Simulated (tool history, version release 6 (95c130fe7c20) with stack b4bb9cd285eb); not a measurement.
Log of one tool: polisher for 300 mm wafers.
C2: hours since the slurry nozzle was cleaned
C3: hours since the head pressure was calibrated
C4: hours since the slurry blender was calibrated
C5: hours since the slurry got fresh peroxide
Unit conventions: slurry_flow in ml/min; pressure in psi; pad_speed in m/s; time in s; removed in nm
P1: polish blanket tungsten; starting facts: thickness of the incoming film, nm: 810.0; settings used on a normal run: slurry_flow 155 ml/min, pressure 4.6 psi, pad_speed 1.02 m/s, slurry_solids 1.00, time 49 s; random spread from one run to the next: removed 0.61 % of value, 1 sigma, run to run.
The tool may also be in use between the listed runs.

{"run": 1, "hour": 5.7, "slurry_flow": 155, "pressure": 4.6, "pad_speed": 1.02, "slurry_solids": 1.0, "time": 49, "wafers polished on this pad": 261, "C2": 209.4, "C3": 137.6, "C4": 109.1, "C5": 84.6, "removed": 253.18}
{"run": 2, "hour": 10.3, "slurry_flow": 155, "pressure": 4.6, "pad_speed": 0.72, "slurry_solids": 1.0, "time": 31, "wafers polished on this pad": 330, "C2": 214.0, "C3": 142.2, "C4": 113.7, "C5": 89.2, "removed": 112.63}
{"run": 3, "hour": 14.1, "slurry_flow": 155, "pressure": 4.6, "pad_speed": 0.58, "slurry_solids": 1.0, "time": 49, "wafers polished on this pad": 387, "C2": 217.8, "C3": 146.0, "C4": 117.5, "C5": 93.0, "removed": 144.74}
{"run": 4, "hour": 18.6, "slurry_flow": 155, "pressure": 4.6, "pad_speed": 1.02, "slurry_solids": 1.0, "time": 49, "wafers polished on this pad": 454, "C2": 222.3, "C3": 150.5, "C4": 122.0, "C5": 97.5, "removed": 253.67}
{"run": 5, "hour": 23.8, "slurry_flow": 155, "pressure": 4.6, "pad_speed": 1.02, "slurry_solids": 1.0, "time": 49, "wafers polished on this pad": 532, "C2": 227.5, "C3": 155.7, "C4": 127.2, "C5": 102.7, "removed": 255.9}
{"run": 6, "hour": 27.3, "slurry_flow": 155, "pressure": 4.6, "pad_speed": 1.02, "slurry_solids": 1.0, "time": 49, "wafers polished on this pad": 584, "C2": 231.0, "C3": 159.2, "C4": 130.7, "C5": 106.2, "removed": 251.68}
{"run": 7, "hour": 33.5, "slurry_flow": 155, "pressure": 4.6, "pad_speed": 1.02, "slurry_solids": 1.0, "time": 49, "wafers polished on this pad": 676, "C2": 237.2, "C3": 165.4, "C4": 136.9, "C5": 112.4, "removed": 253.69}
{"hour": 34.7, "done": "head pressure recalibrated"}
{"run": 8, "hour": 36.5, "slurry_flow": 155, "pressure": 4.6, "pad_speed": 1.6, "slurry_solids": 1.0, "time": 49, "wafers polished on this pad": 721, "C2": 240.2, "C3": 1.8, "C4": 139.9, "C5": 115.4, "removed": 399.29}
{"run": 9, "hour": 41.7, "slurry_flow": 95, "pressure": 4.6, "pad_speed": 1.02, "slurry_solids": 1.0, "time": 49, "wafers polished on this pad": 799, "C2": 245.4, "C3": 7.0, "C4": 145.1, "C5": 120.6, "removed": 228.64}
{"run": 10, "hour": 46.6, "slurry_flow": 155, "pressure": 4.6, "pad_speed": 1.02, "slurry_solids": 0.5, "time": 49, "wafers polished on this pad": 872, "C2": 250.3, "C3": 11.9, "C4": 150.0, "C5": 125.5, "removed": 217.7}
{"run": 11, "hour": 50.3, "slurry_flow": 155, "pressure": 4.6, "pad_speed": 1.02, "slurry_solids": 1.0, "time": 65, "wafers polished on this pad": 927, "C2": 254.0, "C3": 15.6, "C4": 153.7, "C5": 129.2, "removed": 337.21}
{"run": 12, "hour": 55.9, "slurry_flow": 155, "pressure": 6.9, "pad_speed": 1.02, "slurry_solids": 1.0, "time": 49, "wafers polished on this pad": 1011, "C2": 259.6, "C3": 21.2, "C4": 159.3, "C5": 134.8, "removed": 382.11}
{"hour": 58.0, "done": "slurry nozzle cleaned"}
{"run": 13, "hour": 62.1, "slurry_flow": 155, "pressure": 2.5, "pad_speed": 1.02, "slurry_solids": 1.0, "time": 49, "wafers polished on this pad": 1104, "C2": 4.1, "C3": 27.4, "C4": 165.5, "C5": 141.0, "removed": 138.1}
{"run": 14, "hour": 64.9, "slurry_flow": 155, "pressure": 4.6, "pad_speed": 1.02, "slurry_solids": 1.0, "time": 49, "wafers polished on this pad": 1145, "C2": 6.9, "C3": 30.2, "C4": 168.3, "C5": 143.8, "removed": 255.35}
{"run": 15, "hour": 68.5, "slurry_flow": 155, "pressure": 4.6, "pad_speed": 1.02, "slurry_solids": 1.45, "time": 49, "wafers polished on this pad": 1199, "C2": 10.5, "C3": 33.8, "C4": 171.9, "C5": 147.4, "removed": 274.31}
{"run": 16, "hour": 72.6, "slurry_flow": 155, "pressure": 4.6, "pad_speed": 1.02, "slurry_solids": 1.0, "time": 23, "wafers polished on this pad": 1260, "C2": 14.6, "C3": 37.9, "C4": 176.0, "C5": 151.5, "removed": 119.88}
{"run": 17, "hour": 78.8, "slurry_flow": 230, "pressure": 4.6, "pad_speed": 1.02, "slurry_solids": 1.0, "time": 49, "wafers polished on this pad": 1353, "C2": 20.8, "C3": 44.1, "C4": 182.2, "C5": 157.7, "removed": 265.82}
{"run": 18, "hour": 83.8, "slurry_flow": 155, "pressure": 4.6, "pad_speed": 1.02, "slurry_solids": 1.0, "time": 49, "wafers polished on this pad": 1428, "C2": 25.8, "C3": 49.1, "C4": 187.2, "C5": 162.7, "removed": 257.39}
{"run": 19, "hour": 89.8, "slurry_flow": 155, "pressure": 4.6, "pad_speed": 1.02, "slurry_solids": 1.0, "time": 49, "wafers polished on this pad": 1517, "C2": 31.8, "C3": 55.1, "C4": 193.2, "C5": 168.7, "removed": 245.07}

Run 20 is up next; what results do you expect?
{"run": 20, "hour": 93.4, "slurry_flow": 155, "pressure": 4.6, "pad_speed": 1.02, "slurry_solids": 1.0, "time": 49, "wafers polished on this pad": 1571, "C2": 35.4, "C3": 58.7, "C4": 196.8, "C5": 172.3, "removed": "?"}

{"run 20": {"removed": 243.05}}

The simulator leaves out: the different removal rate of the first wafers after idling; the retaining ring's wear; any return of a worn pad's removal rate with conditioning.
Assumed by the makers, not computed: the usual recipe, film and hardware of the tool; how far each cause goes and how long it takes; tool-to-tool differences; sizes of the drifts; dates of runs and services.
